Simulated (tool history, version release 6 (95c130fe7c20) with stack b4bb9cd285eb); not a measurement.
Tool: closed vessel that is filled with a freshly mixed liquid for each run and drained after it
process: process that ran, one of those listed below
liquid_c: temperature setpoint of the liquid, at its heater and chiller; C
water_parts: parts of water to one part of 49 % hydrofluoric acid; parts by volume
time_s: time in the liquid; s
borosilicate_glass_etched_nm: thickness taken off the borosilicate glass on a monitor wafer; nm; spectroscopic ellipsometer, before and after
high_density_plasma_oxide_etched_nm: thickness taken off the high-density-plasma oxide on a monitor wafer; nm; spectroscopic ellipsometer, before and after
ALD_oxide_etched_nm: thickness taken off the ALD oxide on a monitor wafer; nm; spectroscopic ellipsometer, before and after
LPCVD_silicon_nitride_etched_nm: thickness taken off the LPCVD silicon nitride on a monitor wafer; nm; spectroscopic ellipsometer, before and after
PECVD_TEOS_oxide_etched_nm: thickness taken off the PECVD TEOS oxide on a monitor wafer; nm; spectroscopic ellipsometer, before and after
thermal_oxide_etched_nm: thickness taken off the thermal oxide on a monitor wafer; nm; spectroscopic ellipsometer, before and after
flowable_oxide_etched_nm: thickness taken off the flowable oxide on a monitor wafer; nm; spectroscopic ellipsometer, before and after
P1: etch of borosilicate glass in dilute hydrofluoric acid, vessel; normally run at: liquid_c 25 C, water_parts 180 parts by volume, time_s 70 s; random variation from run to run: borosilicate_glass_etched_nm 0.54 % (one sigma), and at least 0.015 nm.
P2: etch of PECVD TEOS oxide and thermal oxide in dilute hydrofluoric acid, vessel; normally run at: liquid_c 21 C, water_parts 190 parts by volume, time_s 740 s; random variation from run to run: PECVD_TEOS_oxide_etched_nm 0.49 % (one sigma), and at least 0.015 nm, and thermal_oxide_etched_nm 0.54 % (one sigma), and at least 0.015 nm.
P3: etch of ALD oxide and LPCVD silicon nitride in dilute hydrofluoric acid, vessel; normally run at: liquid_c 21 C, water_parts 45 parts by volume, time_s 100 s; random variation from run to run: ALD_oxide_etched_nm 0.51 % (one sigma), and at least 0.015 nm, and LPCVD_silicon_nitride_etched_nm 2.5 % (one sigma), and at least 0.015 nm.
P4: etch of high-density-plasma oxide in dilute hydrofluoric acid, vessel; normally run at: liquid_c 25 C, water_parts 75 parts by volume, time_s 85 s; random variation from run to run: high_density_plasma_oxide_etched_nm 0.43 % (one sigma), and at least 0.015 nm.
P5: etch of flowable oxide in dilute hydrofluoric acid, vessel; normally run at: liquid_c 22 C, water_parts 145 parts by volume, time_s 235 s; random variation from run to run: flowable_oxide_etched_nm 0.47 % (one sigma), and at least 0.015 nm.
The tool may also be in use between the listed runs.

run,day,process,liquid_c,water_parts,time_s,borosilicate_glass_etched_nm,high_density_plasma_oxide_etched_nm,ALD_oxide_etched_nm,LPCVD_silicon_nitride_etched_nm,PECVD_TEOS_oxide_etched_nm,thermal_oxide_etched_nm,flowable_oxide_etched_nm
1,0.121,P1,25,180,70,11.588,,,,,,
2,0.242,P4,25,75,135,,9.8675,,,,,
3,0.371,P1,25,180,70,11.484,,,,,,
4,0.483,P4,25,140,85,,3.0655,,,,,
5,0.571,P4,17.5,75,85,,4.5662,,,,,
6,0.7,P3,29,45,100,,,47.948,1.4581,,,
7,0.812,P1,25,285,70,6.5029,,,,,,
8,0.946,P2,21,300,740,,,,,17.866,8.4128,
9,1.15,P3,21,65,100,,,23.08,0.5712,,,
10,1.246,P3,21,45,40,,,13.884,0.34038,,,
11,1.45,P1,25,180,70,11.659,,,,,,
12,1.558,P1,25,180,70,11.539,,,,,,
13,1.696,P3,21,45,100,,,34.779,0.8334,,,
14,1.812,P2,17,190,740,,,,,26.915,12.702,
15,1.962,P1,25,180,30,4.9906,,,,,,
16,2.088,P1,25,180,70,11.667,,,,,,
17,2.292,P1,17.5,180,70,8.718,,,,,,
18,2.388,P5,17,145,235,,,,,,,44.625
19,2.508,P4,25,75,85,,6.1752,,,,,
20,2.6,P1,30,180,70,13.871,,,,,,
21,2.746,P1,25,65,70,36.876,,,,,,
22,2.871,P1,25,180,70,11.561,,,,,,
23,3.042,P1,25,180,115,19.094,,,,,,
24,3.229,P5,22,255,235,,,,,,,27.698
25,3.321,P2,21,190,740,,,,,31.548,14.704,
26,3.496,P1,33,180,30,6.6438,,,,,,
27,3.671,P5,22,145,460,,,,,,,106.69
28,3.762,P2,21,190,180,,,,,7.6165,3.5456,
29,3.929,P1,25,280,120,11.389,,,,,,
30,4.092,P1,30,70,70,41.446,,,,,,
31,4.229,P5,22,145,235,,,,,,,54.569
32,4.338,P1,25,180,70,11.633,,,,,,
33,4.45,P1,25,180,70,11.143,,,,,,
34,4.617,P1,25,180,70,10.89,,,,,,
35,4.808,P1,25,180,70,10.79,,,,,,
36,4.929,P1,25,180,70,10.633,,,,,,
37,5.038,P1,25,180,70,10.612,,,,,,
38,5.154,P1,25,180,70,10.787,,,,,,
39,5.333,P1,25,180,70,10.614,,,,,,
40,5.483,P1,25,180,70,10.649,,,,,,

What P1 gives has crept away from where it was. These 2 causes fit the log equally well, each at the size given:
A: liquid colder than its thermometer reads (K) = 2.29
B: hydrofluoric acid flow below the setpoint (%) = 6.84
The creep began at about day 4.338.

4 check runs are offered, each on 5 wafers whose results are averaged, their results left as question marks. Which one tells the causes apart?
check 1,5.633,P5,22,240,235,,,,,,,?
check 2,5.633,P4,25,135,85,,?,,,,,
check 3,5.633,P3,29,45,50,,,?,?,,,
check 4,5.633,P2,21,285,315,,,,,?,?,

What each check would give under each cause:
check,result,if A,if B
check 1,flowable_oxide_etched_nm,27.354,27.286
check 2,high_density_plasma_oxide_etched_nm,2.9254,2.943
check 3,ALD_oxide_etched_nm,21.817,22.171
check 3,LPCVD_silicon_nitride_etched_nm,0.61424,0.66588
check 4,PECVD_TEOS_oxide_etched_nm,7.4834,7.4416
check 4,thermal_oxide_etched_nm,3.4864,3.4669
How far apart the two closest causes lie, in the result that separates them most: check 1 0.25 %; check 2 0.6 %; check 3 8.07 %; check 4 0.56 %
Only check 3 tells the causes apart: in the others they would give nearly the same result.

Then check 3 was run and gave: ALD_oxide_etched_nm 22.141 nm; LPCVD_silicon_nitride_etched_nm 0.64618 nm. Which cause is it?

It is B: hydrofluoric acid flow below the setpoint (%).

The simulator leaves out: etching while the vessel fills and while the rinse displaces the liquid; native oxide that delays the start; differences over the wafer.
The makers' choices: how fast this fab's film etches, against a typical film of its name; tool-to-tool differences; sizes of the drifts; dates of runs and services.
